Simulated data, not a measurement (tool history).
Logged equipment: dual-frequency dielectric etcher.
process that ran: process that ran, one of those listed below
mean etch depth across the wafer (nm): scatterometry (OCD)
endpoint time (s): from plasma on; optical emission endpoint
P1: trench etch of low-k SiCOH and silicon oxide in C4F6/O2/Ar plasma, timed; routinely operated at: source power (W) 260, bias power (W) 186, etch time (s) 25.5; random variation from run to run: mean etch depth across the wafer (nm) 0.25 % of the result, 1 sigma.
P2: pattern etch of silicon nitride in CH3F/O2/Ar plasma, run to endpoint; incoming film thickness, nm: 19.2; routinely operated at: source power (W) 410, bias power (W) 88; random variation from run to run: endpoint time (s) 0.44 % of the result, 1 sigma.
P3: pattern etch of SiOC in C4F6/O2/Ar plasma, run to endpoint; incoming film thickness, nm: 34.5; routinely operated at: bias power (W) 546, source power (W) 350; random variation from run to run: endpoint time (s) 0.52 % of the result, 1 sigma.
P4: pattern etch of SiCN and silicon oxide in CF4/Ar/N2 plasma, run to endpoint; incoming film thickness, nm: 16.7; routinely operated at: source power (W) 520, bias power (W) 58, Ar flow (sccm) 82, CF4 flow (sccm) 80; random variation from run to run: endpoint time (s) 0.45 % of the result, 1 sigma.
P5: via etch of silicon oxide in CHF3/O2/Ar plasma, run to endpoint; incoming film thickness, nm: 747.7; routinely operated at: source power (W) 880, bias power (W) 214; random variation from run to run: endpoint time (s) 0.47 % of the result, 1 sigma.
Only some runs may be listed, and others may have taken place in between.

run	hour	process that ran	source power (W)	bias power (W)	etch time (s)	Ar flow (sccm)	CF4 flow (sccm)	hours since the last wet clean	hours since the last source power generator calibration	hours since the last bias power generator calibration	mean etch depth across the wafer (nm)	endpoint time (s)
1	6.5	P1	260	186	25.5			140.2	636.6	1571.8	66.596	
2	13.6	P2	410	88				147.3	643.7	1578.9		25.668
3	19.5	P1	260	186	25.5			153.2	649.6	1584.8	66.765	
4	25.8	P5	880	255				159.5	655.9	1591.1		289.61
5	31	P4	520	47		82	80	164.7	661.1	1596.3		18.262
6	34.9	P1	170	186	33			168.6	665	1600.2	73.129	
7	41.2	P4	520	58		82	110	174.9	671.3	1606.5		16.578
8	46.1	P5	1160	214				179.8	676.2	1611.4		277.12
9	50.8	P1	260	186	35.5			184.5	680.9	1616.1	92.448	
10	58.2	P2	410	119				191.9	688.3	1623.5		23.282
11	62	P5	880	214				195.7	692.1	1627.3		306.75
12	67.4	P3	350	546				201.1	697.5	1632.7		11.935
13	73.3	P3	500	546				207	703.4	1638.6		10.45
14	79.8	P4	670	58		82	80	213.5	709.9	1645.1		13.871
15	84	P1	260	186	25.5			217.7	714.1	1649.3	66.652	
16	89.6	P4	520	58		82	80	223.3	719.7	1654.9		17.146
17	95.5	P4	520	58		107	80	229.2	725.6	1660.8		17.856
18	101.7	P1	260	186	25.5			235.4	731.8	1667	66.379	
19	109.2	P1	260	186	19.5			242.9	739.3	1674.5	50.971	
20	114.9	P2	540	88				248.6	745	1680.2		23.314
21	118.7	P3	350	744				252.4	748.8	1684		10.589
22	123.6	P1	260	141	17.5			257.3	753.7	1688.9	41.83	
23	131.2	P1	310	186	25.5			264.9	761.3	1696.5	71.284	
24	135.9	P5	880	214				269.6	766	1701.2		307.01
25	140	P3	350	546				273.7	770.1	1705.3		11.923
26	146.6	P1	260	186	25.5			280.3	776.7	1711.9	66.576	
27	153.4	P1	260	186	25.5			287.1	783.5	1718.7	66.808	
28	161.1	P1	260	119	33.5			294.8	791.2	1726.4	76.221	
29	165.9	P1	260	228	25.5			299.6	796	1731.2	71.455	
30	169.6	P1	160	186	25.5			303.3	799.7	1734.9	55.355	
31	176	P2	410	88				309.7	806.1	1741.3		25.822
32	181.2	P1	260	186	25.5			314.9	811.3	1746.5	66.197	
33	185.8	P1	260	138	25.5			319.5	815.9	1751.1	60.444	
34	189.9	P1	260	186	25.5			323.6	820	1755.2	66.552	
35	195.4	P1	260	186	25.5			329.1	825.5	1760.7	65.996	
36	201.3	P1	260	186	25.5			335	831.4	1766.6	65.955	
37	206.3	P1	260	186	25.5			340	836.4	1771.6	65.66	
# hour 208.4: wet clean of the chamber
38	212.5	P1	260	186	25.5			4.2	842.6	1777.8	65.808	
39	217.2	P1	260	186	25.5			8.9	847.3	1782.5	65.596	
40	224.7	P1	260	186	25.5			16.4	854.8	1790	65.63	

The next listed run, before its measurement:
41	228.2	P1	260	186	25.5			19.9	858.3	1793.5	?	

{"run 41": {"mean etch depth across the wafer (nm)": 65.738}}

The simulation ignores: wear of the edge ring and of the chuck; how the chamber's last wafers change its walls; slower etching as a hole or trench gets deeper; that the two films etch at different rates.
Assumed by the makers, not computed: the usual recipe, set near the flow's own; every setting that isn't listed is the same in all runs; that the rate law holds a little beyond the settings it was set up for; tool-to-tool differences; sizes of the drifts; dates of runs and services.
